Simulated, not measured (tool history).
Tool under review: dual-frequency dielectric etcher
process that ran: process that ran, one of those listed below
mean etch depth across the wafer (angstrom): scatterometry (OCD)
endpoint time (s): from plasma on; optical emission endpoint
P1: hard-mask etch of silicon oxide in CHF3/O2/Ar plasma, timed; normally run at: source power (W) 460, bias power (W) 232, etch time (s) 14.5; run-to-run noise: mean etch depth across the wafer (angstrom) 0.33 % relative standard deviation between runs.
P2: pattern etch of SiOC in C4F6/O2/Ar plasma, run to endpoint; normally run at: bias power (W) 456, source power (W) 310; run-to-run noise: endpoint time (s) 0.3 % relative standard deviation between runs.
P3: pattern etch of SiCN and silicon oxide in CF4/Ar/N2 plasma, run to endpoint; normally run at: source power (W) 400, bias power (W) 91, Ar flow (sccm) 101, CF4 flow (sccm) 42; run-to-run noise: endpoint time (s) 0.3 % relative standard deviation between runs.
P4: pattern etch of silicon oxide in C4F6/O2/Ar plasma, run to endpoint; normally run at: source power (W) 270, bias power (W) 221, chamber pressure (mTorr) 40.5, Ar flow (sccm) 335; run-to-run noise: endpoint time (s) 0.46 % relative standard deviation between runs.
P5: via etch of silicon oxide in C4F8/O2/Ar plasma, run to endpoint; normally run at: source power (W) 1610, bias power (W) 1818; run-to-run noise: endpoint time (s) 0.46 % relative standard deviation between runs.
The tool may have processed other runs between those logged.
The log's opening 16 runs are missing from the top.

run	hour	process that ran	source power (W)	bias power (W)	etch time (s)	chamber pressure (mTorr)	Ar flow (sccm)	CF4 flow (sccm)	hours since the last wet clean	hours since the last source power generator calibration	hours since the last bias power generator calibration	mean etch depth across the wafer (angstrom)	endpoint time (s)
17	118.7	P2	310	456					533.4	3432.5	72.7		12.559
18	127.8	P2	310	456					542.5	3441.6	81.8		12.609
19	135.1	P1	460	232	14.5				549.8	3448.9	89.1	276.41	
20	144.8	P4	270	221		40.5	335		559.5	3458.6	98.8		12.514
21	152.8	P3	400	91			101	25	567.5	3466.6	106.8		17.129
22	160.5	P3	400	91			65	42	575.2	3474.3	114.5		14.869
23	169.8	P1	460	312	9.0				584.5	3483.6	123.8	192.37	
24	174.5	P1	460	232	8.0				589.2	3488.3	128.5	152.19	
25	180.3	P4	270	221		40.5	465		595.0	3494.1	134.3		13.084
26	186.3	P5	1030	1818					601.0	3500.1	140.3		354.800
27	191.2	P4	270	221		27.0	335		605.9	3505.0	145.2		12.034
28	197.8	P1	290	295	14.5				612.5	3511.6	151.8	253.75	
29	203.4	P3	290	91			101	42	618.1	3517.2	157.4		20.882
30	208.9	P1	460	232	14.5				623.6	3522.7	162.9	278.27	
31	217.6	P1	560	232	14.5				632.3	3531.4	171.6	298.61	
32	225.9	P1	460	232	18.0				640.6	3539.7	179.9	345.04	
33	231.3	P3	400	65			101	42	646.0	3545.1	185.3		17.924
34	240.9	P1	460	232	14.5				655.6	3554.7	194.9	277.97	
35	250.0	P1	460	232	14.5				664.7	3563.8	204.0	275.22	
36	258.2	P1	460	232	14.5				672.9	3572.0	212.2	275.30	
# hour 266.6: wet clean of the chamber
37	268.2	P1	460	232	14.5				1.7	3582.0	222.2	271.54	

Predict the results of run 38:
38	274.6	P1	460	232	14.5				8.1	3588.4	228.6	?	

Run 38 produced mean etch depth across the wafer (angstrom) 271.44.
